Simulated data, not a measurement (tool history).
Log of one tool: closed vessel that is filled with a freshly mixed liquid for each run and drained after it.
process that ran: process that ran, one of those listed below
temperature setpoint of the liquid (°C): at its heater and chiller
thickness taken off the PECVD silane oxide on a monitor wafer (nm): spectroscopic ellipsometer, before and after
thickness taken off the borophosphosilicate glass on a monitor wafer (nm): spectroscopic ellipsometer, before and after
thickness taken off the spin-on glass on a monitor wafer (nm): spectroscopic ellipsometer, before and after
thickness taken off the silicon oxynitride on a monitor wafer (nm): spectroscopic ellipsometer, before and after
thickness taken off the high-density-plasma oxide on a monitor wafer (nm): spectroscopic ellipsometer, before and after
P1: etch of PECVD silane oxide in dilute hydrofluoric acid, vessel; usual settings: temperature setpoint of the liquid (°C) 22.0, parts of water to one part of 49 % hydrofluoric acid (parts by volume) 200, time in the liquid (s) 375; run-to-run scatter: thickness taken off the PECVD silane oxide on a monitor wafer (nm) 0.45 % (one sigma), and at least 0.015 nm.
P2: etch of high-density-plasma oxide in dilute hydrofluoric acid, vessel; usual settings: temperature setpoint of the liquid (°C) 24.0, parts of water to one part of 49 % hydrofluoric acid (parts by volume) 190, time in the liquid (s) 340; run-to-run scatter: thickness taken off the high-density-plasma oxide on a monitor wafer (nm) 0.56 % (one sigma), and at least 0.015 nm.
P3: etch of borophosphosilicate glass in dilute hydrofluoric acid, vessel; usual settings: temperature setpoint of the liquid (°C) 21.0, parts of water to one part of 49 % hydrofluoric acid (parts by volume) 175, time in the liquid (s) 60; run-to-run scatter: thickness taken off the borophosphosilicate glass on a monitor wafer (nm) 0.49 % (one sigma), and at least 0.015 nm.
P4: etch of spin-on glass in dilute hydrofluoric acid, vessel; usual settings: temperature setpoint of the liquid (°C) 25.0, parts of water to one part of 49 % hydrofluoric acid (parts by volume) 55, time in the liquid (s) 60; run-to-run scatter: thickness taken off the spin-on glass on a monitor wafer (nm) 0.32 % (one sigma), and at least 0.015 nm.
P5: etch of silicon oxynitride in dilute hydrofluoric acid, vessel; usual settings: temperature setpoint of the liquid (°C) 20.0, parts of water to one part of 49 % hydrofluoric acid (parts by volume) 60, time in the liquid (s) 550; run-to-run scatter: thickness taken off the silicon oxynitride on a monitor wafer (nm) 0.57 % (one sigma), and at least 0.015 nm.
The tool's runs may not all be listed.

run	hour	process that ran	temperature setpoint of the liquid (°C)	parts of water to one part of 49 % hydrofluoric acid (parts by volume)	time in the liquid (s)	hours since the thermometer was replaced	hours since the hydrofluoric acid flow meter was replaced	thickness taken off the PECVD silane oxide on a monitor wafer (nm)	thickness taken off the borophosphosilicate glass on a monitor wafer (nm)	thickness taken off the spin-on glass on a monitor wafer (nm)	thickness taken off the silicon oxynitride on a monitor wafer (nm)	thickness taken off the high-density-plasma oxide on a monitor wafer (nm)
1	4.7	P1	22.0	200	375	352.1	623.9	28.292				
2	9.8	P3	17.0	175	60	357.2	629.0		14.6700			
3	14.0	P4	32.0	55	60	361.4	633.2			59.004		
4	18.2	P1	22.0	200	375	365.6	637.4	28.570				
5	22.9	P1	22.0	200	715	370.3	642.1	54.176				
6	28.1	P1	17.0	200	375	375.5	647.3	23.398				
7	31.1	P1	25.0	200	645	378.5	650.3	54.383				
8	35.4	P1	22.0	200	375	382.8	654.6	28.364				
9	40.9	P1	22.0	200	140	388.3	660.1	10.569				
10	45.5	P5	20.0	35	550	392.9	664.7				22.105	
11	50.7	P1	22.0	35	375	398.1	669.9	196.680				
12	56.8	P1	22.0	200	375	404.2	676.0	28.635				
13	62.4	P5	20.0	60	835	409.8	681.6				19.178	
14	66.2	P2	18.0	190	340	413.6	685.4					9.8522
15	69.8	P2	24.0	190	340	417.2	689.0					12.3910
16	76.1	P2	24.0	190	680	423.5	695.3					24.9800
17	79.2	P4	25.0	95	60	426.6	698.4			24.449		
18	85.7	P5	20.0	60	550	433.1	704.9				12.473	
19	90.4	P3	21.0	30	60	437.8	709.6		117.6500			
20	96.6	P1	17.0	55	375	444.0	715.8	98.156				
21	103.3	P2	24.0	190	340	450.7	722.5					12.2990
22	108.9	P1	26.5	200	375	456.3	728.1	33.355				
23	114.5	P2	24.0	70	340	461.9	733.7					38.6350
24	118.6	P1	22.0	200	375	466.0	737.8	28.238				
25	121.9	P3	21.0	175	30	469.3	741.1		8.6469			
26	125.5	P1	22.0	340	375	472.9	744.7	14.596				
27	131.8	P5	26.5	60	550	479.2	751.0				17.332	
28	135.5	P3	21.0	175	60	482.9	754.7		17.2250			
29	140.7	P4	25.0	55	30	488.1	759.9			22.322		
30	145.5	P4	25.0	55	60	492.9	764.7			44.739		
31	150.4	P3	21.0	175	60	497.8	769.6		17.1140			
32	156.6	P5	20.0	60	550	504.0	775.8				12.531	
33	160.4	P1	22.0	200	375	507.8	779.6	28.558				
34	164.0	P1	22.0	200	375	511.4	783.2	28.891				
35	169.5	P1	22.0	200	375	516.9	788.7	29.568				
36	174.3	P1	22.0	200	375	521.7	793.5	29.720				
37	180.2	P1	22.0	200	375	527.6	799.4	30.175				
38	184.5	P1	22.0	200	375	531.9	803.7	30.179				
39	189.1	P1	22.0	200	375	536.5	808.3	30.454				
40	192.4	P1	22.0	200	375	539.8	811.6	30.408				
41	198.3	P1	22.0	200	375	545.7	817.5	30.783				
42	204.8	P1	22.0	200	375	552.2	824.0	30.672				
43	210.2	P1	22.0	200	375	557.6	829.4	30.595				
44	216.1	P1	22.0	200	375	563.5	835.3	30.773				

What P1 gives has crept away from where it was. These 2 causes fit the log equally well, each at the size given:
A: liquid hotter than its thermometer reads (K) = 2.14
B: hydrofluoric acid flow above the setpoint (%) = 6.86
The creep began at about hour 160.4.

4 check runs are offered, each on 2 wafers whose results are averaged, their results left as question marks. Which one tells the causes apart?
check 1	222.0	P5	25.0	35	550						?	
check 2	222.0	P2	20.0	190	580							?
check 3	222.0	P3	17.0	175	60				?			
check 4	222.0	P4	32.0	90	60					?		

What each check would give under each cause:
check	result	if A	if B
check 1	thickness taken off the silicon oxynitride on a monitor wafer (nm)	31.354	30.252
check 2	thickness taken off the high-density-plasma oxide on a monitor wafer (nm)	19.6770	19.6060
check 3	thickness taken off the borophosphosilicate glass on a monitor wafer (nm)	15.9550	15.8180
check 4	thickness taken off the spin-on glass on a monitor wafer (nm)	36.786	36.654
How far apart the two closest causes lie, in the result that separates them most: check 1 3.58 %; check 2 0.36 %; check 3 0.86 %; check 4 0.36 %
Check 1 tells the causes apart: in the others they would give nearly the same result.

Check 1 was then run and gave: thickness taken off the silicon oxynitride on a monitor wafer (nm) 31.327. Which cause is it?

It is A: liquid hotter than its thermometer reads (K).
